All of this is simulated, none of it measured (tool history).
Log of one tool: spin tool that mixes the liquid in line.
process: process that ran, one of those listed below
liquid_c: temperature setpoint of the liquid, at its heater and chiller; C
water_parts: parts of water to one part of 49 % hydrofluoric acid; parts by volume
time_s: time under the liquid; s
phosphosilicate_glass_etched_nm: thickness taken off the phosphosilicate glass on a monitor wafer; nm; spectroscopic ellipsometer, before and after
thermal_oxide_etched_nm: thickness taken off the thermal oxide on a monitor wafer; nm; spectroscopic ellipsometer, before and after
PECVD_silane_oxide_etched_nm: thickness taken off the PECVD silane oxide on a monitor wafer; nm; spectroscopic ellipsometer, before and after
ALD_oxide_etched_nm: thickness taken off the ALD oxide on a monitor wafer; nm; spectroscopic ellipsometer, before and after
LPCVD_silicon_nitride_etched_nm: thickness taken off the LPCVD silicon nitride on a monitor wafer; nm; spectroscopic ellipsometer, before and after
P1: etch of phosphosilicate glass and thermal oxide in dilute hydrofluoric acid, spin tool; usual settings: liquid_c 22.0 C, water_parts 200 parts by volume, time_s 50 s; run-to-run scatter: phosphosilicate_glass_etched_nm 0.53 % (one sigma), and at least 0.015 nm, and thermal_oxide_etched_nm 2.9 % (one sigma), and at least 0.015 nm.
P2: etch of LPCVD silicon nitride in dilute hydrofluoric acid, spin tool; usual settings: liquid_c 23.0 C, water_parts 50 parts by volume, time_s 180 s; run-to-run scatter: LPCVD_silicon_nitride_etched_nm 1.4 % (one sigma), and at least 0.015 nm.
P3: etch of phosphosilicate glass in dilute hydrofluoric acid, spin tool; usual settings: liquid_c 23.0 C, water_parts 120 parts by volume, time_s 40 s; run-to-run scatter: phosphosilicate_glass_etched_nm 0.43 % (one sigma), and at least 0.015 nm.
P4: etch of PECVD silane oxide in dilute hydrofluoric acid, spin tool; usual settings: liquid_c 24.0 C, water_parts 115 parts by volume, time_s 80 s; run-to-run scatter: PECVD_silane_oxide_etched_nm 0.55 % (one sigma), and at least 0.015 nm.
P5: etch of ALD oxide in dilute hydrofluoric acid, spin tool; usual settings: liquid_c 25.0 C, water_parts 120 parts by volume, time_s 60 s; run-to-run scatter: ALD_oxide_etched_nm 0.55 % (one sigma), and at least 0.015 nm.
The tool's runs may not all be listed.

run	hour	process	liquid_c	water_parts	time_s	phosphosilicate_glass_etched_nm	thermal_oxide_etched_nm	PECVD_silane_oxide_etched_nm	ALD_oxide_etched_nm	LPCVD_silicon_nitride_etched_nm
1	15.2	P1	22.0	200	50	27.7750	1.00640			
2	28.3	P1	17.0	325	50	12.5530	0.43914			
3	40.7	P4	24.0	115	80			18.5720		
4	50.1	P5	25.0	120	60				7.9875	
5	65.7	P3	23.0	120	60	27.4760				
6	79.9	P2	23.0	50	30					0.30454
7	87.9	P2	31.0	50	180					3.21190
8	102.6	P2	23.0	20	180					4.44830
9	117.9	P2	23.0	50	180					1.78410
10	125.5	P1	22.0	325	80	24.1340	0.85811			
11	134.4	P3	30.0	120	40	23.9680				
12	145.3	P1	22.0	95	50	65.8850	2.26650			
13	160.1	P1	22.0	200	95	52.7040	1.72940			
# hour 161.0: hydrofluoric acid flow meter replaced
14	173.2	P1	22.0	200	15	8.3223	0.30602			
15	182.4	P1	18.0	200	50	23.7210	0.82361			
16	195.2	P5	25.0	120	60				7.9750	
17	208.8	P5	25.0	120	15				1.9957	
18	216.6	P5	18.0	120	60				6.0942	
19	225.3	P4	24.0	115	155			35.9920		
20	237.8	P4	24.0	205	80			9.4656		
21	252.2	P1	22.0	200	50	27.7800	0.94434			
22	261.9	P1	22.0	345	50	14.0450	0.49857			
23	276.6	P4	27.5	115	80			21.3870		
24	290.9	P1	30.0	200	50	37.2670	1.24620			
25	298.9	P5	25.0	30	60				35.8590	
26	306.5	P1	22.0	200	50	27.6540	0.98654			
27	318.1	P1	22.0	200	50	28.1340	0.91663			
28	329.0	P1	22.0	200	50	27.6640	0.98114			
29	336.8	P3	23.0	120	40	18.2240				
30	345.7	P3	23.0	210	40	9.3942				
31	361.3	P1	22.0	200	50	27.8340	0.96161			
32	368.3	P1	22.0	200	50	28.4070	0.98126			
33	380.7	P1	22.0	200	50	28.8460	1.01390			
34	396.3	P1	22.0	200	50	29.0170	0.99089			
35	410.3	P1	22.0	200	50	29.2670	0.97812			
36	419.1	P1	22.0	200	50	29.3940	0.98592			
37	427.7	P1	22.0	200	50	29.4240	1.06480			
38	439.5	P1	22.0	200	50	29.7220	0.99507			
39	454.9	P1	22.0	200	50	29.2890	0.94813			
40	463.0	P1	22.0	200	50	29.5760	1.08680			
41	470.2	P1	22.0	200	50	29.8920	1.00130			

What P1 gives has crept away from where it was. These 2 causes fit the log equally well, each at the size given:
A: liquid hotter than its thermometer reads (K) = 1.68
B: hydrofluoric acid flow above the setpoint (%) = 5.34
The creep began at about hour 361.3.

4 check runs are offered, each on 3 wafers whose results are averaged, their results left as question marks. Which one tells the causes apart?
check 1	477.4	P4	27.0	170	80			?		
check 2	477.4	P3	29.0	165	40	?				
check 3	477.4	P2	28.0	20	180					?
check 4	477.4	P5	21.5	120	60				?	

What each check would give under each cause:
check	result	if A	if B
check 1	PECVD_silane_oxide_etched_nm	14.0680	14.0900
check 2	phosphosilicate_glass_etched_nm	16.7320	16.7780
check 3	LPCVD_silicon_nitride_etched_nm	7.00000	6.58000
check 4	ALD_oxide_etched_nm	7.4584	7.4006
How far apart the two closest causes lie, in the result that separates them most: check 1 0.16 %; check 2 0.28 %; check 3 6.19 %; check 4 0.78 %
Check 3 tells the causes apart: in the others they would give nearly the same result.

Then check 3 was run and gave: LPCVD_silicon_nitride_etched_nm 7.03840 nm. Which cause is it?

It is A: liquid hotter than its thermometer reads (K).

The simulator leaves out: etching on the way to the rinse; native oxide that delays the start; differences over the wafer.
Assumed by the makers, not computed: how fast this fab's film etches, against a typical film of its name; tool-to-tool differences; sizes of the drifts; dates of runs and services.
